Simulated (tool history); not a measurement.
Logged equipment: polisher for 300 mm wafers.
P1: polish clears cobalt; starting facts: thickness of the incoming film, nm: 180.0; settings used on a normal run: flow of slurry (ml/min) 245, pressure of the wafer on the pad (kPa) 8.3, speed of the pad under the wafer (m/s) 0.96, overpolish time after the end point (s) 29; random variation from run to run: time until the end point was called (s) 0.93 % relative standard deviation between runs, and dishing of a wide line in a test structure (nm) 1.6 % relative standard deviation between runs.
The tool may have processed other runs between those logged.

run	hour	flow of slurry (ml/min)	pressure of the wafer on the pad (kPa)	speed of the pad under the wafer (m/s)	overpolish time after the end point (s)	wafers polished on this pad	hours since the slurry nozzle was cleaned	hours since the head pressure was calibrated	time until the end point was called (s)	dishing of a wide line in a test structure (nm)
1	8.5	245	8.3	0.96	29	306	450.1	554.1	58.099	53.636
2	19.8	245	8.3	0.96	29	389	461.4	565.4	58.715	54.596
3	25.8	245	8.3	0.96	29	433	467.4	571.4	58.43	54.059
4	37.4	245	8.3	0.96	29	518	479	583	58.587	53.464
5	47	380	8.3	0.96	29	589	488.6	592.6	56.38	55.488
# hour 51.3: slurry nozzle cleaned
6	54.2	245	8.3	0.96	29	642	3	599.8	58.012	51.967
7	62.6	145	8.3	0.96	29	704	11.4	608.2	62.294	51.81
8	72.7	245	8.3	0.46	29	778	21.5	618.3	123.91	33.175
9	83.2	245	8.3	0.5	9	855	32	628.8	110.72	13.004
10	91.2	245	8.3	1.38	42	914	40	636.8	39.822	73.066
11	101.6	245	8.3	0.96	9	990	50.4	647.2	57.832	22.471
12	111.7	335	8.3	0.96	9	1064	60.5	657.3	57.173	23.494
13	122.9	245	13.1	0.96	29	1146	71.7	668.5	37.069	67.483
14	133.1	245	8.3	0.96	53	1221	81.9	678.7	58.942	72.157
15	141.8	245	8.3	1.38	29	1285	90.6	687.4	40.235	63.794
16	150.2	245	4.1	0.96	29	1347	99	695.8	114.27	33.616
17	156.9	245	8.3	0.96	29	1396	105.7	702.5	58.739	53.75
18	167	245	8.3	0.96	29	1470	115.8	712.6	59.051	53.803
19	172.7	245	8.3	0.96	29	1512	121.5	718.3	59.698	52.705
20	181.6	245	8.3	0.96	29	1578	130.4	727.2	59.194	54.324
21	193.7	245	8.3	0.96	29	1667	142.5	739.3	61.956	52.639
# hour 195.1: head pressure recalibrated
22	206.2	245	8.3	0.96	29	1758	155	11.1	62.025	52.055
23	216.2	245	8.3	0.96	29	1832	165	21.1	62.692	52.213
24	222.6	245	8.3	0.96	29	1879	171.4	27.5	61.978	52.723
25	233.4	245	8.3	0.96	29	1958	182.2	38.3	62.6	52.051
26	240.1	245	8.3	0.96	29	2007	188.9	45	62.122	53.014
27	245.8	245	8.3	0.96	29	2049	194.6	50.7	62.432	53.601
28	255	245	8.3	0.96	29	2117	203.8	59.9	62.477	52.414

P1 no longer gives what it gave before; its output has crept away from where it was. The following 2 causes, each at its listed size, fit the log equally well:
A: slurry flow missing at the pad, % = 36.5
B: removal rate lost through wear of the pad, % = 6.07
At approximately hour 156.9, the process output began to creep.
The rest of the possible causes, and what rules out each one:
head's pressure below its setpoint, %: maintenance at hour 195.1, after the shift began, did not return the process to its former output

Below are 4 check runs, each averaged over 3 wafers, with their results shown as question marks. Which of them would give clearly different results depending on which cause is behind the drift?
check 1	264.2	245	9.7	0.96	29				?	?
check 2	264.2	245	11	1.38	29				?	?
check 3	264.2	245	8.3	0.54	19				?	?
check 4	264.2	145	8.3	0.96	47				?	?

Check results expected under each cause:
check	result	if A	if B
check 1	time until the end point was called (s)	53.28	53.289
check 1	dishing of a wide line in a test structure (nm)	56.862	56.857
check 2	time until the end point was called (s)	32.432	32.437
check 2	dishing of a wide line in a test structure (nm)	70.276	70.272
check 3	time until the end point was called (s)	110.51	110.52
check 3	dishing of a wide line in a test structure (nm)	25.415	25.412
check 4	time until the end point was called (s)	69.625	66.995
check 4	dishing of a wide line in a test structure (nm)	63.381	64.481
Distance between the nearest two causes, measured in the result of the check that separates them most: check 1 0.02 %; check 2 0.02 %; check 3 0.02 %; check 4 3.85 %
Only check 4 tells the causes apart: in the others they would give nearly the same result.

After running check 4, the following was obtained: time until the end point was called (s) 69.933; dishing of a wide line in a test structure (nm) 64.09. Which cause does this point to?

It was cause A: slurry flow missing at the pad, %.
